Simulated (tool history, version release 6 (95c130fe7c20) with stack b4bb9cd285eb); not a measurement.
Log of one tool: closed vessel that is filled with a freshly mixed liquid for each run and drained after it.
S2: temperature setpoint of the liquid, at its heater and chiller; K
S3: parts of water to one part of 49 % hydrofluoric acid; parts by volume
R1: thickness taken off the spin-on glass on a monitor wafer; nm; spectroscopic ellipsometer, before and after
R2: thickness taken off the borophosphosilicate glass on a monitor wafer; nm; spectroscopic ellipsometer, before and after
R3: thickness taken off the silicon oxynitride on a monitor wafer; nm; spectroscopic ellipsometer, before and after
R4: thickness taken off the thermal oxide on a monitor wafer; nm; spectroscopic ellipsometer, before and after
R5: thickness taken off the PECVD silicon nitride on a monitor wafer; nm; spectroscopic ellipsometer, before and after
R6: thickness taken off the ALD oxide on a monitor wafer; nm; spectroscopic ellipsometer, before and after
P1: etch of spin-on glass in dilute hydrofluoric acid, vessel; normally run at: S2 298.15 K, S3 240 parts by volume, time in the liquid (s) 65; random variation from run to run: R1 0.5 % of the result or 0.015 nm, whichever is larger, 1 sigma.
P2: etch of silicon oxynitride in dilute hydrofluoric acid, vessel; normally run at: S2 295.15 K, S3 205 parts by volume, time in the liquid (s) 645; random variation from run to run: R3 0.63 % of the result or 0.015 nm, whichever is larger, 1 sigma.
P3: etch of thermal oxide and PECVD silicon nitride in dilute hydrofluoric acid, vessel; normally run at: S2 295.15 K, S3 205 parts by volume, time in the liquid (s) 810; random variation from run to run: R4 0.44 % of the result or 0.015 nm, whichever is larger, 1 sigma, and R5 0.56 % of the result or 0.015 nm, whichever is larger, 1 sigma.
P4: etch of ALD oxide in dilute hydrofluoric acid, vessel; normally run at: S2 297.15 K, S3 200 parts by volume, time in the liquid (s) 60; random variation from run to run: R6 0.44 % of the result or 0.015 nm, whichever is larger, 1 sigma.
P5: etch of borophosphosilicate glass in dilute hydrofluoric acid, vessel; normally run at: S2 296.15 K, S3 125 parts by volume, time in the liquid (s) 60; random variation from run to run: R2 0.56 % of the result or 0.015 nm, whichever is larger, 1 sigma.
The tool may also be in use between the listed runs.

run 1 hour=8.1 | process_that_ran=P1 S2=298.15 S3=240 time_in_the_liquid_(s)=65 | R1=13.13
run 2 hour=21.2 | process_that_ran=P5 S2=296.15 S3=185 time_in_the_liquid_(s)=60 | R2=12.27
run 3 hour=31 | process_that_ran=P2 S2=295.15 S3=205 time_in_the_liquid_(s)=75 | R3=0.55543
run 4 hour=48.7 | process_that_ran=P5 S2=303.65 S3=125 time_in_the_liquid_(s)=60 | R2=25.549
run 5 hour=61.3 | process_that_ran=P1 S2=298.15 S3=240 time_in_the_liquid_(s)=65 | R1=13.253
run 6 hour=77.5 | process_that_ran=P2 S2=295.15 S3=205 time_in_the_liquid_(s)=645 | R3=4.6925
run 7 hour=86.3 | process_that_ran=P1 S2=298.15 S3=240 time_in_the_liquid_(s)=65 | R1=13.154
run 8 hour=95.6 | process_that_ran=P5 S2=296.15 S3=125 time_in_the_liquid_(s)=60 | R2=19.172
run 9 hour=112.8 | process_that_ran=P2 S2=295.15 S3=205 time_in_the_liquid_(s)=645 | R3=4.6765
run 10 hour=127.4 | process_that_ran=P3 S2=301.65 S3=205 time_in_the_liquid_(s)=810 | R4=20.191 R5=19.149
run 11 hour=137.1 | process_that_ran=P1 S2=305.15 S3=240 time_in_the_liquid_(s)=65 | R1=16.693
run 12 hour=147.2 | process_that_ran=P4 S2=292.15 S3=200 time_in_the_liquid_(s)=60 | R6=6.1107
run 13 hour=156.6 | process_that_ran=P1 S2=298.15 S3=355 time_in_the_liquid_(s)=65 | R1=7.9005
run 14 hour=170.5 | process_that_ran=P3 S2=295.15 S3=360 time_in_the_liquid_(s)=810 | R4=7.8692 R5=7.3008
run 15 hour=181.1 | process_that_ran=P4 S2=297.15 S3=200 time_in_the_liquid_(s)=60 | R6=7.4855
run 16 hour=196.8 | process_that_ran=P3 S2=295.15 S3=205 time_in_the_liquid_(s)=810 | R4=15.911 R5=12.754
run 17 hour=210.9 | process_that_ran=P2 S2=295.15 S3=360 time_in_the_liquid_(s)=645 | R3=2.391
-- hour=214 hydrofluoric acid flow meter replaced
run 18 hour=228.9 | process_that_ran=P2 S2=301.15 S3=205 time_in_the_liquid_(s)=645 | R3=6.087
run 19 hour=246.5 | process_that_ran=P1 S2=298.15 S3=240 time_in_the_liquid_(s)=65 | R1=13.259
run 20 hour=259.9 | process_that_ran=P1 S2=298.15 S3=240 time_in_the_liquid_(s)=65 | R1=13.189
run 21 hour=268.2 | process_that_ran=P4 S2=297.15 S3=200 time_in_the_liquid_(s)=35 | R6=4.3066
run 22 hour=277.3 | process_that_ran=P1 S2=292.65 S3=240 time_in_the_liquid_(s)=35 | R1=5.8089
run 23 hour=295.7 | process_that_ran=P5 S2=296.15 S3=125 time_in_the_liquid_(s)=115 | R2=36.654
run 24 hour=306.7 | process_that_ran=P1 S2=304.15 S3=400 time_in_the_liquid_(s)=65 | R1=8.1318
run 25 hour=319.4 | process_that_ran=P4 S2=297.15 S3=360 time_in_the_liquid_(s)=60 | R6=3.5379
run 26 hour=335.8 | process_that_ran=P1 S2=305.15 S3=240 time_in_the_liquid_(s)=30 | R1=7.7278
run 27 hour=347.8 | process_that_ran=P1 S2=298.15 S3=240 time_in_the_liquid_(s)=30 | R1=6.1462

Run 28 comes next. What will it give?
run 28 hour=356.4 | process_that_ran=P1 S2=292.65 S3=240 time_in_the_liquid_(s)=65 | R1=?

R1: 10.741 nm
